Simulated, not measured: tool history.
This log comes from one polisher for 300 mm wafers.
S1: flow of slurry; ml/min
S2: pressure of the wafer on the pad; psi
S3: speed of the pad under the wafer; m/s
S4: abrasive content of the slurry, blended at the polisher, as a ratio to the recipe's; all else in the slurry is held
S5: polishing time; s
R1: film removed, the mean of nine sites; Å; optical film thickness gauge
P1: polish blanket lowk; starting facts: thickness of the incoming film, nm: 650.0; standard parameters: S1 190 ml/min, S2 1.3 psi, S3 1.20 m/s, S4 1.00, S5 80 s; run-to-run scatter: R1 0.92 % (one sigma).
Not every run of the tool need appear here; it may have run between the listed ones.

run 1 day=0.329 | S1=190 S2=1.3 S3=1.20 S4=1.00 S5=80 | R1=207.390
run 2 day=0.554 | S1=190 S2=1.3 S3=1.20 S4=1.00 S5=124 | R1=331.320
run 3 day=0.838 | S1=190 S2=1.3 S3=1.20 S4=1.00 S5=80 | R1=207.540
run 4 day=1.025 | S1=190 S2=1.3 S3=1.20 S4=0.50 S5=80 | R1=145.000
-- day=1.350 conditioning disc replaced and pad reconditioned
run 5 day=1.350 | S1=135 S2=1.3 S3=1.20 S4=1.00 S5=80 | R1=197.150
run 6 day=1.567 | S1=190 S2=2.0 S3=1.20 S4=1.00 S5=80 | R1=320.730
-- day=1.742 head pressure recalibrated
run 7 day=1.771 | S1=190 S2=1.3 S3=1.20 S4=1.00 S5=80 | R1=208.590
run 8 day=1.929 | S1=190 S2=0.8 S3=1.20 S4=1.20 S5=80 | R1=141.550
run 9 day=2.158 | S1=190 S2=1.3 S3=0.86 S4=1.00 S5=80 | R1=157.550
run 10 day=2.362 | S1=190 S2=1.3 S3=1.20 S4=1.00 S5=80 | R1=207.700
run 11 day=2.617 | S1=190 S2=1.3 S3=1.20 S4=1.00 S5=48 | R1=126.970
run 12 day=2.954 | S1=190 S2=1.3 S3=1.84 S4=1.00 S5=80 | R1=291.310
run 13 day=3.242 | S1=190 S2=1.3 S3=1.20 S4=1.45 S5=80 | R1=241.490
run 14 day=3.417 | S1=275 S2=1.3 S3=1.20 S4=1.00 S5=80 | R1=220.540
run 15 day=3.767 | S1=190 S2=0.6 S3=0.56 S4=1.00 S5=80 | R1=52.054
run 16 day=3.971 | S1=190 S2=1.3 S3=1.20 S4=1.00 S5=80 | R1=208.550
run 17 day=4.138 | S1=190 S2=1.3 S3=1.20 S4=1.00 S5=80 | R1=208.120
run 18 day=4.483 | S1=190 S2=1.3 S3=1.20 S4=1.00 S5=80 | R1=208.780
run 19 day=4.671 | S1=190 S2=0.6 S3=1.20 S4=1.00 S5=80 | R1=96.680
run 20 day=4.942 | S1=190 S2=1.3 S3=1.20 S4=1.00 S5=80 | R1=206.610
run 21 day=5.117 | S1=190 S2=1.3 S3=1.20 S4=1.00 S5=80 | R1=200.870
run 22 day=5.442 | S1=190 S2=1.3 S3=1.20 S4=1.00 S5=80 | R1=189.810
run 23 day=5.617 | S1=190 S2=1.3 S3=1.20 S4=1.00 S5=80 | R1=189.500
run 24 day=5.950 | S1=190 S2=1.3 S3=1.20 S4=1.00 S5=80 | R1=188.390
-- day=5.975 conditioning disc replaced and pad reconditioned
-- day=6.029 head pressure recalibrated
run 25 day=6.175 | S1=190 S2=1.3 S3=1.20 S4=1.00 S5=80 | R1=185.420
-- day=6.400 slurry nozzle cleaned
run 26 day=6.517 | S1=190 S2=1.3 S3=1.20 S4=1.00 S5=80 | R1=178.980
run 27 day=6.825 | S1=190 S2=1.3 S3=1.20 S4=1.00 S5=80 | R1=182.670
run 28 day=7.062 | S1=190 S2=1.3 S3=1.20 S4=1.00 S5=80 | R1=181.490
run 29 day=7.342 | S1=190 S2=1.3 S3=1.20 S4=1.00 S5=80 | R1=178.200

The output of P1 has drifted from where it used to be. Each of the 2 causes below, taken at the size shown beside it, accounts for the log equally well:
A: abrasive missing from the slurry, % = 24.9
B: removal rate lost through wear of the pad, % = 13.1
Onset of the creep was near day 4.942.
Ruled out, with reasons:
slurry flow missing at the pad, %: serviced at day 6.400, which brought nothing back
head's pressure below its setpoint, %: serviced at day 6.029, which brought nothing back
time polished since the conditioner stopped cutting, s: serviced at day 5.975, which brought nothing back

Which of the 4 check runs listed below, each an average over 3 wafers with its results shown as question marks, gives clearly different results under the different listed causes?
run check 1 day=7.621 | S1=235 S2=1.3 S3=1.20 S4=1.00 S5=96 | R1=?
run check 2 day=7.621 | S1=190 S2=1.3 S3=1.20 S4=0.55 S5=80 | R1=?
run check 3 day=7.621 | S1=245 S2=1.3 S3=1.20 S4=1.00 S5=80 | R1=?
run check 4 day=7.621 | S1=190 S2=0.6 S3=1.20 S4=1.00 S5=80 | R1=?

What every check run would give for each of its results, assuming each possible cause in turn:
check=check_1 result=R1 if_A=223.380 if_B=223.370
check=check_2 result=R1 if_A=126.680 if_B=132.080
check=check_3 result=R1 if_A=187.020 if_B=187.010
check=check_4 result=R1 if_A=83.632 if_B=83.629
Separation of the two closest causes in each check, using whichever result separates them best: check 1 0 %; check 2 4.17 %; check 3 0 %; check 4 0 %
Check 2 tells the causes apart: in the others they would give nearly the same result.

Running check 2 produced the following: R1 131.490 Å. Which one of the listed causes fits?

The cause is B: removal rate lost through wear of the pad, %.
